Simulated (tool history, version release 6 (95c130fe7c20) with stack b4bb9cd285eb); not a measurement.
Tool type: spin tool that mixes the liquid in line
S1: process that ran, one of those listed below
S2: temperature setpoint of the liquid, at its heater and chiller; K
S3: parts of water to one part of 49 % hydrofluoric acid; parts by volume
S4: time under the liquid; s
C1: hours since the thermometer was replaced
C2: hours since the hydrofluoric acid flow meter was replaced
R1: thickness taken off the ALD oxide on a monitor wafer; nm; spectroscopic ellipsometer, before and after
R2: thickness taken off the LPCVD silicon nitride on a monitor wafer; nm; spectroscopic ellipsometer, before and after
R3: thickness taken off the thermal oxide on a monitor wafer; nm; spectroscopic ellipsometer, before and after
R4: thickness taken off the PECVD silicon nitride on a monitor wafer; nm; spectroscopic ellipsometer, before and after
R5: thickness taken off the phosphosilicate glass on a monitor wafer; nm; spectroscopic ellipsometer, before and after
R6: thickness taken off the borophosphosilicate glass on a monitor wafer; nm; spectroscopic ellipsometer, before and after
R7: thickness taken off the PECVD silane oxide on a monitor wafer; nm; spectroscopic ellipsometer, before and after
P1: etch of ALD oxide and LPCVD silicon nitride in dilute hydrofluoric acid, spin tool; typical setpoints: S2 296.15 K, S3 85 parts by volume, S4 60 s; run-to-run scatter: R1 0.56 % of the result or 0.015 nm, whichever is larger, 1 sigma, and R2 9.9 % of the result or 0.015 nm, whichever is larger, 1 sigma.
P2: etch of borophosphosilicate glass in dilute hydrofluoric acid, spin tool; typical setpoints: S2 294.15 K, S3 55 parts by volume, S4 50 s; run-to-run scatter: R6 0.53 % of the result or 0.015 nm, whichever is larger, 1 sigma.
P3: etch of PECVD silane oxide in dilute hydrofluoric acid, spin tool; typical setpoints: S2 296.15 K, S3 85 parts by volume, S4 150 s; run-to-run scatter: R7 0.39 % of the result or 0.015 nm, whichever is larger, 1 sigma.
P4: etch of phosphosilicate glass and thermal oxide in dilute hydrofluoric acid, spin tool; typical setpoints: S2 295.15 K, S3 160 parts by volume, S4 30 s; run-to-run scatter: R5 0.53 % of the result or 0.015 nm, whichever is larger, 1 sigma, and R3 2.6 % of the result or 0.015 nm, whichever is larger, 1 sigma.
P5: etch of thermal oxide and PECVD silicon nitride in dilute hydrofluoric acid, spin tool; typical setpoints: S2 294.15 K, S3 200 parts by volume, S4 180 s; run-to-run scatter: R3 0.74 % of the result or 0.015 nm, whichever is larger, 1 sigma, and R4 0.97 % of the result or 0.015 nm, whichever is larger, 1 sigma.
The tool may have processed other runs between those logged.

{"run": 1, "day": 0.562, "S1": "P1", "S2": 296.15, "S3": 85, "S4": 60, "C1": 1541, "C2": 896.1, "R1": 11.082, "R2": 0.25605}
{"run": 2, "day": 1.058, "S1": "P1", "S2": 291.15, "S3": 85, "S4": 60, "C1": 1552.9, "C2": 908, "R1": 9.0097, "R2": 0.21407}
{"run": 3, "day": 1.512, "S1": "P5", "S2": 294.15, "S3": 275, "S4": 180, "C1": 1563.8, "C2": 918.9, "R3": 2.1368, "R4": 1.9326}
{"run": 4, "day": 1.967, "S1": "P4", "S2": 295.15, "S3": 160, "S4": 50, "C1": 1574.7, "C2": 929.8, "R3": 1.2886, "R5": 18.365}
{"run": 5, "day": 2.496, "S1": "P2", "S2": 294.15, "S3": 20, "S4": 50, "C1": 1587.4, "C2": 942.5, "R6": 132.03}
{"run": 6, "day": 3.025, "S1": "P1", "S2": 296.15, "S3": 85, "S4": 60, "C1": 1600.1, "C2": 955.2, "R1": 11.194, "R2": 0.30807}
{"run": 7, "day": 3.554, "S1": "P5", "S2": 294.15, "S3": 200, "S4": 325, "C1": 1612.8, "C2": 967.9, "R3": 5.834, "R4": 4.6846}
{"run": 8, "day": 4.021, "S1": "P1", "S2": 296.15, "S3": 120, "S4": 100, "C1": 1624, "C2": 979.1, "R1": 12.457, "R2": 0.32729}
{"run": 9, "day": 4.329, "S1": "P1", "S2": 296.15, "S3": 140, "S4": 60, "C1": 1631.4, "C2": 986.5, "R1": 6.2835, "R2": 0.1864}
{"run": 10, "day": 4.717, "S1": "P1", "S2": 296.15, "S3": 85, "S4": 60, "C1": 1640.7, "C2": 995.8, "R1": 11.024, "R2": 0.30898}
{"run": 11, "day": 5.025, "S1": "P3", "S2": 296.15, "S3": 40, "S4": 150, "C1": 1648.1, "C2": 1003.2, "R7": 84.519}
{"run": 12, "day": 5.454, "S1": "P1", "S2": 296.15, "S3": 85, "S4": 60, "C1": 1658.4, "C2": 1013.5, "R1": 11.06, "R2": 0.32577}
{"run": 13, "day": 5.842, "S1": "P5", "S2": 294.15, "S3": 200, "S4": 180, "C1": 1667.7, "C2": 1022.8, "R3": 3.1642, "R4": 2.6188}
{"run": 14, "day": 6.283, "S1": "P1", "S2": 296.15, "S3": 85, "S4": 100, "C1": 1678.3, "C2": 1033.4, "R1": 18.419, "R2": 0.50893}
{"run": 15, "day": 6.8, "S1": "P2", "S2": 294.15, "S3": 55, "S4": 50, "C1": 1690.7, "C2": 1045.8, "R6": 46.443}
{"run": 16, "day": 7.204, "S1": "P1", "S2": 296.15, "S3": 120, "S4": 95, "C1": 1700.4, "C2": 1055.5, "R1": 11.918, "R2": 0.34605}
{"run": 17, "day": 7.792, "S1": "P3", "S2": 296.15, "S3": 85, "S4": 15, "C1": 1714.5, "C2": 1069.6, "R7": 3.7459}
{"run": 18, "day": 8.279, "S1": "P1", "S2": 296.15, "S3": 85, "S4": 15, "C1": 1726.2, "C2": 1081.3, "R1": 2.7901, "R2": 0.067537}
{"run": 19, "day": 8.688, "S1": "P3", "S2": 296.15, "S3": 85, "S4": 150, "C1": 1736, "C2": 1091.1, "R7": 37.246}
{"run": 20, "day": 8.988, "S1": "P2", "S2": 294.15, "S3": 55, "S4": 50, "C1": 1743.2, "C2": 1098.3, "R6": 46.44}
{"run": 21, "day": 9.417, "S1": "P4", "S2": 290.15, "S3": 160, "S4": 30, "C1": 1753.5, "C2": 1108.6, "R3": 0.62512, "R5": 9.0376}
{"run": 22, "day": 9.738, "S1": "P1", "S2": 296.15, "S3": 85, "S4": 60, "C1": 1761.2, "C2": 1116.3, "R1": 11.064, "R2": 0.31941}
{"run": 23, "day": 10.171, "S1": "P4", "S2": 295.15, "S3": 160, "S4": 30, "C1": 1771.6, "C2": 1126.7, "R3": 0.82866, "R5": 10.994}
{"run": 24, "day": 10.788, "S1": "P1", "S2": 296.15, "S3": 30, "S4": 60, "C1": 1786.4, "C2": 1141.5, "R1": 33.377, "R2": 1.0238}
{"run": 25, "day": 11.417, "S1": "P2", "S2": 290.15, "S3": 55, "S4": 50, "C1": 1801.5, "C2": 1156.6, "R6": 39.038}
{"run": 26, "day": 11.721, "S1": "P4", "S2": 295.15, "S3": 85, "S4": 30, "C1": 1808.8, "C2": 1163.9, "R3": 1.5545, "R5": 22.504}

What does the tool deliver on the next run?
{"run": 27, "day": 12.283, "S1": "P5", "S2": 299.65, "S3": 200, "S4": 180, "C1": 1822.3, "C2": 1177.4, "R3": "?", "R4": "?"}

Run 27 produced R3 3.8761 nm, R4 3.6867 nm.
